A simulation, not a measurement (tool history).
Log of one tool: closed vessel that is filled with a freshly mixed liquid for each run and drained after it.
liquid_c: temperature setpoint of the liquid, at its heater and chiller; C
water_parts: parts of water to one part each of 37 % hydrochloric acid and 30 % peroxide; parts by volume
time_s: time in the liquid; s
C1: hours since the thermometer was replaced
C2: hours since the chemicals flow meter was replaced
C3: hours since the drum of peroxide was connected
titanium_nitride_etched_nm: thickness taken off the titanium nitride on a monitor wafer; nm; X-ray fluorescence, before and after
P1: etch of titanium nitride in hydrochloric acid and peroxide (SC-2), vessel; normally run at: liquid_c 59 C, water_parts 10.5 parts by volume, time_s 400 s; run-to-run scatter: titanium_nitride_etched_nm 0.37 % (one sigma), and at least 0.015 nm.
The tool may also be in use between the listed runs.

run 1 hour=8.8 | liquid_c=59 water_parts=10.5 time_s=400 | C1=538.5 C2=652.7 C3=343.9 | titanium_nitride_etched_nm=15.58
run 2 hour=15.4 | liquid_c=59 water_parts=14.5 time_s=400 | C1=545.1 C2=659.3 C3=350.5 | titanium_nitride_etched_nm=11.777
-- hour=15.7 thermometer replaced
run 3 hour=27.7 | liquid_c=48 water_parts=17.5 time_s=400 | C1=12 C2=671.6 C3=362.8 | titanium_nitride_etched_nm=4.8963
run 4 hour=36.1 | liquid_c=59 water_parts=10.5 time_s=400 | C1=20.4 C2=680 C3=371.2 | titanium_nitride_etched_nm=15.667
run 5 hour=42.9 | liquid_c=59 water_parts=10.5 time_s=400 | C1=27.2 C2=686.8 C3=378 | titanium_nitride_etched_nm=15.658
run 6 hour=54.4 | liquid_c=59 water_parts=10.5 time_s=40 | C1=38.7 C2=698.3 C3=389.5 | titanium_nitride_etched_nm=1.5486
run 7 hour=67.3 | liquid_c=68 water_parts=10.5 time_s=205 | C1=51.6 C2=711.2 C3=402.4 | titanium_nitride_etched_nm=13.934
run 8 hour=80.2 | liquid_c=72 water_parts=10.5 time_s=400 | C1=64.5 C2=724.1 C3=415.3 | titanium_nitride_etched_nm=34.448
run 9 hour=92.5 | liquid_c=59 water_parts=10.5 time_s=730 | C1=76.8 C2=736.4 C3=427.6 | titanium_nitride_etched_nm=28.645
run 10 hour=98.8 | liquid_c=59 water_parts=4 time_s=400 | C1=83.1 C2=742.7 C3=433.9 | titanium_nitride_etched_nm=32.542
run 11 hour=104.8 | liquid_c=59 water_parts=10.5 time_s=400 | C1=89.1 C2=748.7 C3=439.9 | titanium_nitride_etched_nm=15.679
run 12 hour=111.9 | liquid_c=46.5 water_parts=10.5 time_s=665 | C1=96.2 C2=755.8 C3=447 | titanium_nitride_etched_nm=11.423
run 13 hour=122.3 | liquid_c=59 water_parts=10.5 time_s=400 | C1=106.6 C2=766.2 C3=457.4 | titanium_nitride_etched_nm=15.675
run 14 hour=133.1 | liquid_c=46 water_parts=10.5 time_s=400 | C1=117.4 C2=777 C3=468.2 | titanium_nitride_etched_nm=6.6234
run 15 hour=139.2 | liquid_c=59 water_parts=10.5 time_s=400 | C1=123.5 C2=783.1 C3=474.3 | titanium_nitride_etched_nm=15.584
run 16 hour=149.2 | liquid_c=59 water_parts=10.5 time_s=400 | C1=133.5 C2=793.1 C3=484.3 | titanium_nitride_etched_nm=16.379
run 17 hour=156.4 | liquid_c=59 water_parts=10.5 time_s=400 | C1=140.7 C2=800.3 C3=491.5 | titanium_nitride_etched_nm=16.58
run 18 hour=163.7 | liquid_c=59 water_parts=10.5 time_s=400 | C1=148 C2=807.6 C3=498.8 | titanium_nitride_etched_nm=16.775
run 19 hour=172.2 | liquid_c=59 water_parts=10.5 time_s=400 | C1=156.5 C2=816.1 C3=507.3 | titanium_nitride_etched_nm=16.924
run 20 hour=180.5 | liquid_c=59 water_parts=10.5 time_s=400 | C1=164.8 C2=824.4 C3=515.6 | titanium_nitride_etched_nm=16.868
run 21 hour=191.8 | liquid_c=59 water_parts=10.5 time_s=400 | C1=176.1 C2=835.7 C3=526.9 | titanium_nitride_etched_nm=17.086
run 22 hour=200.9 | liquid_c=59 water_parts=10.5 time_s=400 | C1=185.2 C2=844.8 C3=536 | titanium_nitride_etched_nm=17.053

What P1 gives has crept away from where it was. These 2 causes fit the log equally well, each at the size given:
A: liquid hotter than its thermometer reads (K) = 1.39
B: chemicals flow above the setpoint (%) = 11
The creep began at about hour 139.2.
Why every other cause is out:
peroxide weaker than its label (%): at most 8, which would move titanium_nitride_etched_nm by -7.4 %: too little, or the wrong way

4 check runs are offered, each on 2 wafers whose results are averaged, their results left as question marks. Which one tells the causes apart?
run check 1 hour=210 | liquid_c=59 water_parts=13.5 time_s=605 | titanium_nitride_etched_nm=?
run check 2 hour=210 | liquid_c=52.5 water_parts=4 time_s=400 | titanium_nitride_etched_nm=?
run check 3 hour=210 | liquid_c=51.5 water_parts=14 time_s=400 | titanium_nitride_etched_nm=?
run check 4 hour=210 | liquid_c=67.5 water_parts=10.5 time_s=635 | titanium_nitride_etched_nm=?

What each check would give under each cause:
check=check_1 result=titanium_nitride_etched_nm if_A=20.819 if_B=20.88
check=check_2 result=titanium_nitride_etched_nm if_A=23.484 if_B=22.959
check=check_3 result=titanium_nitride_etched_nm if_A=8.2497 if_B=8.2435
check=check_4 result=titanium_nitride_etched_nm if_A=45.521 if_B=45.698
How far apart the two closest causes lie, in the result that separates them most: check 1 0.29 %; check 2 2.26 %; check 3 0.08 %; check 4 0.39 %
Only check 2 tells the causes apart: in the others they would give nearly the same result.

Then check 2 was run and gave: titanium_nitride_etched_nm 23.052 nm. Which cause is it?

It is B: chemicals flow above the setpoint (%).
